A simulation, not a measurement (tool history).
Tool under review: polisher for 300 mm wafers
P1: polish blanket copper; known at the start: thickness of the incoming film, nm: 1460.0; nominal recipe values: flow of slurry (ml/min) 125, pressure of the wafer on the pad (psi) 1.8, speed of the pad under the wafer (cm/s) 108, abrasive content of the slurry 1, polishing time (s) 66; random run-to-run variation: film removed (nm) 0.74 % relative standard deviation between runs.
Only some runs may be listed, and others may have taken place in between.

run,day,flow of slurry (ml/min),pressure of the wafer on the pad (psi),speed of the pad under the wafer (cm/s),abrasive content of the slurry,polishing time (s),wafers polished on this pad,hours since the slurry nozzle was cleaned,hours since the head pressure was calibrated,hours since the slurry blender was calibrated,film removed (nm)
1,0.404,125,1.8,108,1,66,195,319.3,140.7,161.3,131.15
2,0.612,125,1.8,72,1,66,228,324.3,145.7,166.3,87.869
3,1,80,1.8,108,1,66,288,333.6,155,175.6,118.43
# day 1.154: slurry blender recalibrated
4,1.35,195,1.8,108,1,66,342,342,163.4,4.8,141.11
5,1.742,125,1.3,80,1,66,402,351.4,172.8,14.2,69.724
6,2.075,125,1.8,108,1.4,66,454,359.4,180.8,22.2,141.71
7,2.333,125,1.8,108,1,43,494,365.6,187,28.4,86.426
8,2.667,125,1.8,108,0.7,66,546,373.6,195,36.4,122.21
9,3.017,125,1.1,108,1,66,600,382,203.4,44.8,81.062
10,3.388,125,1.8,108,1,66,657,390.9,212.3,53.7,132
11,3.633,125,1.8,164,1,66,695,396.8,218.2,59.6,204.63
12,3.921,125,2.4,108,1,66,740,403.7,225.1,66.5,176.5
13,4.225,125,1.8,108,1,66,787,411,232.4,73.8,131.32
14,4.5,125,1.8,108,1,66,830,417.6,239,80.4,131.78
15,4.683,125,1.8,108,1,66,858,422,243.4,84.8,133.54
16,5.079,125,1.8,108,1,66,919,431.5,252.9,94.3,131.92
17,5.479,125,1.8,108,1,99,981,441.1,262.5,103.9,196.62
18,5.662,125,1.8,108,1,66,1010,445.5,266.9,108.3,131.46
19,6.067,125,1.8,108,1,66,1072,455.2,276.6,118,125.23
20,6.246,125,1.8,108,1,66,1100,459.5,280.9,122.3,126.69

Expected results for the next run?
21,6.438,125,1.8,108,1,66,1130,464.1,285.5,126.9,?

{"run 21": {"film removed (nm)": 121.81}}
